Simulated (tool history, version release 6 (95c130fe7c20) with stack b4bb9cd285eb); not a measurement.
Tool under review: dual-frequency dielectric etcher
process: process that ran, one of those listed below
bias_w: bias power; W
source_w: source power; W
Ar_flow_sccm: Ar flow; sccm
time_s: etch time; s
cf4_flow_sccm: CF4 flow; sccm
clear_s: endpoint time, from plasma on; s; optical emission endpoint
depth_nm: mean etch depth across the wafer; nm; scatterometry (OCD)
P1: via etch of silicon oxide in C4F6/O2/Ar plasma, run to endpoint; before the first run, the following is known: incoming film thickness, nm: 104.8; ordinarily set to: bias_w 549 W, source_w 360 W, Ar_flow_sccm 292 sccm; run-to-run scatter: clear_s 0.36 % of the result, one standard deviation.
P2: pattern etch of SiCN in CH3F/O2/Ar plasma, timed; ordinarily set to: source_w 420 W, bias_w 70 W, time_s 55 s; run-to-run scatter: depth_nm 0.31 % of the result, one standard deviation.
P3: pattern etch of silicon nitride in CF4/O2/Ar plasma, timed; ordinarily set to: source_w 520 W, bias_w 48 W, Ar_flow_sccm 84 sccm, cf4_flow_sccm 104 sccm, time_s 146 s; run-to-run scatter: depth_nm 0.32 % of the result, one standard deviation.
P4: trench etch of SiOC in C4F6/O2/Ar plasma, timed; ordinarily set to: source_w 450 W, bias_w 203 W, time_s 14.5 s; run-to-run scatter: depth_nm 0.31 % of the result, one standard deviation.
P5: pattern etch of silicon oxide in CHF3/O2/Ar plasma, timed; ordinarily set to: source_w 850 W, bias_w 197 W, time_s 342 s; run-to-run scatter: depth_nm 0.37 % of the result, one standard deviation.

run 1 hour=9.2 | process=P1 bias_w=549 source_w=360 Ar_flow_sccm=292 | clear_s=23.127
run 2 hour=18.3 | process=P2 bias_w=70 source_w=420 time_s=55 | depth_nm=21.012
run 3 hour=27.9 | process=P3 bias_w=48 source_w=520 Ar_flow_sccm=107 time_s=146 cf4_flow_sccm=104 | depth_nm=277.2
run 4 hour=38.8 | process=P2 bias_w=88 source_w=420 time_s=55 | depth_nm=22.821
run 5 hour=45 | process=P5 bias_w=197 source_w=850 time_s=423.5 | depth_nm=1001.4
run 6 hour=53.3 | process=P1 bias_w=549 source_w=360 Ar_flow_sccm=292 | clear_s=23.049
run 7 hour=61.9 | process=P4 bias_w=203 source_w=450 time_s=11 | depth_nm=25.911
run 8 hour=69.1 | process=P1 bias_w=549 source_w=360 Ar_flow_sccm=292 | clear_s=23.125
run 9 hour=78.7 | process=P1 bias_w=549 source_w=360 Ar_flow_sccm=292 | clear_s=23.136
run 10 hour=89.9 | process=P1 bias_w=737 source_w=360 Ar_flow_sccm=241 | clear_s=20.157
run 11 hour=97.5 | process=P1 bias_w=549 source_w=230 Ar_flow_sccm=292 | clear_s=27.257
run 12 hour=106.5 | process=P4 bias_w=132 source_w=450 time_s=14.5 | depth_nm=29.936
run 13 hour=115.5 | process=P5 bias_w=197 source_w=850 time_s=342 | depth_nm=810.94
run 14 hour=124.5 | process=P1 bias_w=549 source_w=360 Ar_flow_sccm=356 | clear_s=23.543
run 15 hour=135.1 | process=P2 bias_w=70 source_w=420 time_s=82.5 | depth_nm=31.596
run 16 hour=142.9 | process=P1 bias_w=549 source_w=360 Ar_flow_sccm=292 | clear_s=22.98
run 17 hour=154.2 | process=P1 bias_w=371 source_w=360 Ar_flow_sccm=292 | clear_s=26.701
run 18 hour=165 | process=P1 bias_w=549 source_w=450 Ar_flow_sccm=292 | clear_s=21.203
run 19 hour=175 | process=P3 bias_w=48 source_w=340 Ar_flow_sccm=84 time_s=146 cf4_flow_sccm=104 | depth_nm=197.49
run 20 hour=185.3 | process=P1 bias_w=549 source_w=420 Ar_flow_sccm=190 | clear_s=20.875
run 21 hour=193 | process=P5 bias_w=152 source_w=850 time_s=342 | depth_nm=744.73
run 22 hour=200.5 | process=P1 bias_w=549 source_w=360 Ar_flow_sccm=235 | clear_s=22.567
run 23 hour=208.7 | process=P3 bias_w=38 source_w=520 Ar_flow_sccm=84 time_s=146 cf4_flow_sccm=104 | depth_nm=263.23
run 24 hour=218.5 | process=P5 bias_w=197 source_w=1170 time_s=342 | depth_nm=915.53
run 25 hour=224.5 | process=P4 bias_w=203 source_w=370 time_s=14.5 | depth_nm=31.772
run 26 hour=235.4 | process=P3 bias_w=48 source_w=520 Ar_flow_sccm=84 time_s=146 cf4_flow_sccm=104 | depth_nm=284.2
run 27 hour=241.7 | process=P3 bias_w=48 source_w=520 Ar_flow_sccm=84 time_s=146 cf4_flow_sccm=104 | depth_nm=285.81
run 28 hour=249.3 | process=P3 bias_w=48 source_w=520 Ar_flow_sccm=84 time_s=146 cf4_flow_sccm=85 | depth_nm=279.32
run 29 hour=254.3 | process=P4 bias_w=203 source_w=450 time_s=14.5 | depth_nm=34.335
run 30 hour=260.3 | process=P4 bias_w=203 source_w=450 time_s=14.5 | depth_nm=34.371
run 31 hour=270 | process=P2 bias_w=70 source_w=550 time_s=55 | depth_nm=23.168
run 32 hour=277.1 | process=P3 bias_w=48 source_w=520 Ar_flow_sccm=84 time_s=112 cf4_flow_sccm=104 | depth_nm=219.26
run 33 hour=288.3 | process=P1 bias_w=752 source_w=360 Ar_flow_sccm=292 | clear_s=20.54
run 34 hour=293.8 | process=P1 bias_w=549 source_w=360 Ar_flow_sccm=292 | clear_s=23.083
run 35 hour=300.7 | process=P1 bias_w=549 source_w=360 Ar_flow_sccm=292 | clear_s=23.389
run 36 hour=308.7 | process=P1 bias_w=549 source_w=360 Ar_flow_sccm=292 | clear_s=23.398
run 37 hour=317.1 | process=P1 bias_w=549 source_w=360 Ar_flow_sccm=292 | clear_s=23.426
-- hour=319.2 wet clean of the chamber
run 38 hour=326.8 | process=P1 bias_w=549 source_w=360 Ar_flow_sccm=292 | clear_s=23.602
run 39 hour=338.4 | process=P1 bias_w=549 source_w=360 Ar_flow_sccm=292 | clear_s=23.561
run 40 hour=344.5 | process=P1 bias_w=549 source_w=360 Ar_flow_sccm=292 | clear_s=23.399
run 41 hour=349.5 | process=P1 bias_w=549 source_w=360 Ar_flow_sccm=292 | clear_s=23.545
run 42 hour=358.8 | process=P1 bias_w=549 source_w=360 Ar_flow_sccm=292 | clear_s=23.526

The log shows P1 creeping away from where it was. Any of the 2 causes listed here, at the size stated for it, fits the log just as well as the others:
A: bias power that arrives under what is set, % = 4.64
B: source power that arrives under what is set, % = 4.8
The onset of the drift is placed at about hour 293.8.
What rules out each remaining cause:
chamber walls in a state that lowers the etch rate, %: work on it at hour 319.2, done after the drift set in, did not restore what the process gave before
Ar flow that arrives over what is set, %: limited to 8, which would change clear_s by +0.9 %, either short of the creep or opposite in sign

Which of the 4 check runs listed below separates the causes, so that each cause would produce a clearly different result? Each run uses one wafer, and its results are marked with question marks.
run check 1 hour=368.1 | process=P2 bias_w=70 source_w=420 time_s=55 | depth_nm=?
run check 2 hour=368.1 | process=P4 bias_w=203 source_w=450 time_s=14.5 | depth_nm=?
run check 3 hour=368.1 | process=P3 bias_w=48 source_w=520 Ar_flow_sccm=84 time_s=146 cf4_flow_sccm=104 | depth_nm=?
run check 4 hour=368.1 | process=P5 bias_w=197 source_w=850 time_s=342 | depth_nm=?

How each check would come out, cause by cause:
check=check_1 result=depth_nm if_A=20.66 if_B=20.618
check=check_2 result=depth_nm if_A=33.773 if_B=33.644
check=check_3 result=depth_nm if_A=280.67 if_B=273.45
check=check_4 result=depth_nm if_A=797.58 if_B=795.16
Smallest distance between any two causes, each pair judged by its most separating result, in per cent: check 1 0.2 %; check 2 0.38 %; check 3 2.6 %; check 4 0.3 %
Check 3 distinguishes between the causes, while the remaining checks would return nearly the same result for all of them.

Check 3 was then run and gave: depth_nm 278.77 nm. Which cause is it?

It was cause A: bias power that arrives under what is set, %.

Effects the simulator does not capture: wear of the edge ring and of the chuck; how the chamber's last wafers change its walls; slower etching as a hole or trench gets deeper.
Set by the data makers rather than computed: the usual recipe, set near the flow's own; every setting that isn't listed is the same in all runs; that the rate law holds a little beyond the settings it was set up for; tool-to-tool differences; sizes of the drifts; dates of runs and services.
